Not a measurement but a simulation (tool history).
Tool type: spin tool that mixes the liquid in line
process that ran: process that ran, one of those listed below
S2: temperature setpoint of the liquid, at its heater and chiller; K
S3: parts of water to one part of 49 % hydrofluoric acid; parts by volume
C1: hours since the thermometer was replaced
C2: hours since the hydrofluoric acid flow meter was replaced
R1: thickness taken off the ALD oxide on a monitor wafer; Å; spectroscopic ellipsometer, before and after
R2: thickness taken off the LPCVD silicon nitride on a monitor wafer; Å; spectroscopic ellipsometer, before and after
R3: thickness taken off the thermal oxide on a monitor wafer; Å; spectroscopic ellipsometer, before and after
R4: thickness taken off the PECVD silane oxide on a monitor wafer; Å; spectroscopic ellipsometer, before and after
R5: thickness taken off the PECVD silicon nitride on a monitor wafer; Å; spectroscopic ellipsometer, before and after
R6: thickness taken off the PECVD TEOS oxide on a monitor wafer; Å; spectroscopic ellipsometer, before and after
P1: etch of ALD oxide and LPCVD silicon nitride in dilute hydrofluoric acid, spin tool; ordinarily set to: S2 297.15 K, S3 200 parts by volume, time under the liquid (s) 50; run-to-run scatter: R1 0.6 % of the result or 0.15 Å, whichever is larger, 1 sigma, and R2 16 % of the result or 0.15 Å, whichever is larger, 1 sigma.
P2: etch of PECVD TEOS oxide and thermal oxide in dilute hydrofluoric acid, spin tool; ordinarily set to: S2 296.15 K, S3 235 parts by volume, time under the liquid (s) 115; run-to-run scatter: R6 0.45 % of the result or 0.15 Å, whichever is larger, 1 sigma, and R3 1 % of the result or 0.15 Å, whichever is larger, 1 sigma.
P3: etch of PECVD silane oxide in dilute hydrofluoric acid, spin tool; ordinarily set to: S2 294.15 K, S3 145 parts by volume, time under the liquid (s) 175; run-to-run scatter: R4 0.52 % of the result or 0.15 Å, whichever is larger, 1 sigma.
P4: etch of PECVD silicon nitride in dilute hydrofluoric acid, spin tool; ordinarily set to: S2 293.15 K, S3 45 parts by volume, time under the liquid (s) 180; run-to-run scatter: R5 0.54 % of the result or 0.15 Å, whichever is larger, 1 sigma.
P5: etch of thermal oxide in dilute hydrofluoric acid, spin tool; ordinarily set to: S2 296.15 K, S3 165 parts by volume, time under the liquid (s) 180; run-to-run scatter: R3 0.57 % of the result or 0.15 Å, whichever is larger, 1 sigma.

{"run": 1, "hour": 10.4, "process that ran": "P1", "S2": 297.15, "S3": 200, "time under the liquid (s)": 50, "C1": 358, "C2": 1023.7, "R1": 50.855, "R2": 1.8493}
{"run": 2, "hour": 19.9, "process that ran": "P5", "S2": 296.15, "S3": 165, "time under the liquid (s)": 180, "C1": 367.5, "C2": 1033.2, "R3": 45.482}
{"run": 3, "hour": 31.5, "process that ran": "P1", "S2": 297.15, "S3": 200, "time under the liquid (s)": 85, "C1": 379.1, "C2": 1044.8, "R1": 86.409, "R2": 2.0754}
{"run": 4, "hour": 43.1, "process that ran": "P3", "S2": 300.15, "S3": 145, "time under the liquid (s)": 175, "C1": 390.7, "C2": 1056.4, "R4": 595.18}
{"run": 5, "hour": 49.2, "process that ran": "P1", "S2": 297.15, "S3": 200, "time under the liquid (s)": 50, "C1": 396.8, "C2": 1062.5, "R1": 51.661, "R2": 1.0133}
{"run": 6, "hour": 58.1, "process that ran": "P1", "S2": 297.15, "S3": 200, "time under the liquid (s)": 50, "C1": 405.7, "C2": 1071.4, "R1": 51.275, "R2": 1.297}
{"run": 7, "hour": 67.5, "process that ran": "P1", "S2": 297.15, "S3": 200, "time under the liquid (s)": 50, "C1": 415.1, "C2": 1080.8, "R1": 50.644, "R2": 1.001}
{"run": 8, "hour": 78.7, "process that ran": "P4", "S2": 293.15, "S3": 45, "time under the liquid (s)": 90, "C1": 426.3, "C2": 1092, "R5": 25.58}
{"run": 9, "hour": 88.0, "process that ran": "P2", "S2": 296.15, "S3": 235, "time under the liquid (s)": 115, "C1": 435.6, "C2": 1101.3, "R3": 20.194, "R6": 52.648}
{"run": 10, "hour": 95.0, "process that ran": "P4", "S2": 293.15, "S3": 45, "time under the liquid (s)": 180, "C1": 442.6, "C2": 1108.3, "R5": 51.216}
{"run": 11, "hour": 105.3, "process that ran": "P3", "S2": 294.15, "S3": 145, "time under the liquid (s)": 260, "C1": 452.9, "C2": 1118.6, "R4": 703.67}
{"run": 12, "hour": 114.3, "process that ran": "P1", "S2": 297.15, "S3": 295, "time under the liquid (s)": 50, "C1": 461.9, "C2": 1127.6, "R1": 31.525, "R2": 0.57714}
{"run": 13, "hour": 122.0, "process that ran": "P4", "S2": 301.15, "S3": 45, "time under the liquid (s)": 180, "C1": 469.6, "C2": 1135.3, "R5": 88.802}
{"run": 14, "hour": 133.8, "process that ran": "P1", "S2": 297.15, "S3": 105, "time under the liquid (s)": 50, "C1": 481.4, "C2": 1147.1, "R1": 106.93, "R2": 2.2348}
{"run": 15, "hour": 143.6, "process that ran": "P1", "S2": 297.15, "S3": 200, "time under the liquid (s)": 50, "C1": 491.2, "C2": 1156.9, "R1": 51.292, "R2": 1.0652}
{"hour": 148.4, "done": "thermometer replaced"}
{"run": 16, "hour": 150.7, "process that ran": "P1", "S2": 290.15, "S3": 200, "time under the liquid (s)": 15, "C1": 2.3, "C2": 1164, "R1": 11.708, "R2": 0.16298}
{"run": 17, "hour": 160.9, "process that ran": "P1", "S2": 305.15, "S3": 200, "time under the liquid (s)": 50, "C1": 12.5, "C2": 1174.2, "R1": 67.604, "R2": 2.0983}
{"run": 18, "hour": 169.5, "process that ran": "P1", "S2": 297.15, "S3": 340, "time under the liquid (s)": 70, "C1": 21.1, "C2": 1182.8, "R1": 36.416, "R2": 1.1485}
{"run": 19, "hour": 174.9, "process that ran": "P4", "S2": 293.15, "S3": 65, "time under the liquid (s)": 180, "C1": 26.5, "C2": 1188.2, "R5": 36.414}
{"run": 20, "hour": 180.9, "process that ran": "P2", "S2": 296.15, "S3": 235, "time under the liquid (s)": 25, "C1": 32.5, "C2": 1194.2, "R3": 4.3648, "R6": 11.589}
{"run": 21, "hour": 190.6, "process that ran": "P2", "S2": 301.65, "S3": 235, "time under the liquid (s)": 115, "C1": 42.2, "C2": 1203.9, "R3": 24.155, "R6": 63.69}
{"run": 22, "hour": 197.3, "process that ran": "P2", "S2": 296.15, "S3": 40, "time under the liquid (s)": 115, "C1": 48.9, "C2": 1210.6, "R3": 147.61, "R6": 388.42}
{"run": 23, "hour": 205.3, "process that ran": "P1", "S2": 290.15, "S3": 200, "time under the liquid (s)": 50, "C1": 56.9, "C2": 1218.6, "R1": 39.581, "R2": 0.98242}
{"run": 24, "hour": 217.3, "process that ran": "P1", "S2": 297.15, "S3": 200, "time under the liquid (s)": 15, "C1": 68.9, "C2": 1230.6, "R1": 15.312, "R2": 0.48282}
{"run": 25, "hour": 226.5, "process that ran": "P5", "S2": 291.15, "S3": 165, "time under the liquid (s)": 180, "C1": 78.1, "C2": 1239.8, "R3": 37.633}
{"run": 26, "hour": 232.4, "process that ran": "P1", "S2": 297.15, "S3": 70, "time under the liquid (s)": 20, "C1": 84, "C2": 1245.7, "R1": 67.612, "R2": 1.4723}
{"run": 27, "hour": 239.1, "process that ran": "P5", "S2": 296.15, "S3": 90, "time under the liquid (s)": 180, "C1": 90.7, "C2": 1252.4, "R3": 91.139}
{"run": 28, "hour": 247.5, "process that ran": "P5", "S2": 296.15, "S3": 165, "time under the liquid (s)": 60, "C1": 99.1, "C2": 1260.8, "R3": 15.266}
{"run": 29, "hour": 258.3, "process that ran": "P5", "S2": 296.15, "S3": 165, "time under the liquid (s)": 180, "C1": 109.9, "C2": 1271.6, "R3": 45.293}

Estimate the outcome of run 30 from the log above:
{"run": 30, "hour": 267.5, "process that ran": "P3", "S2": 294.15, "S3": 145, "time under the liquid (s)": 175, "C1": 119.1, "C2": 1280.8, "R4": "?"}

R4: 473.21 Å
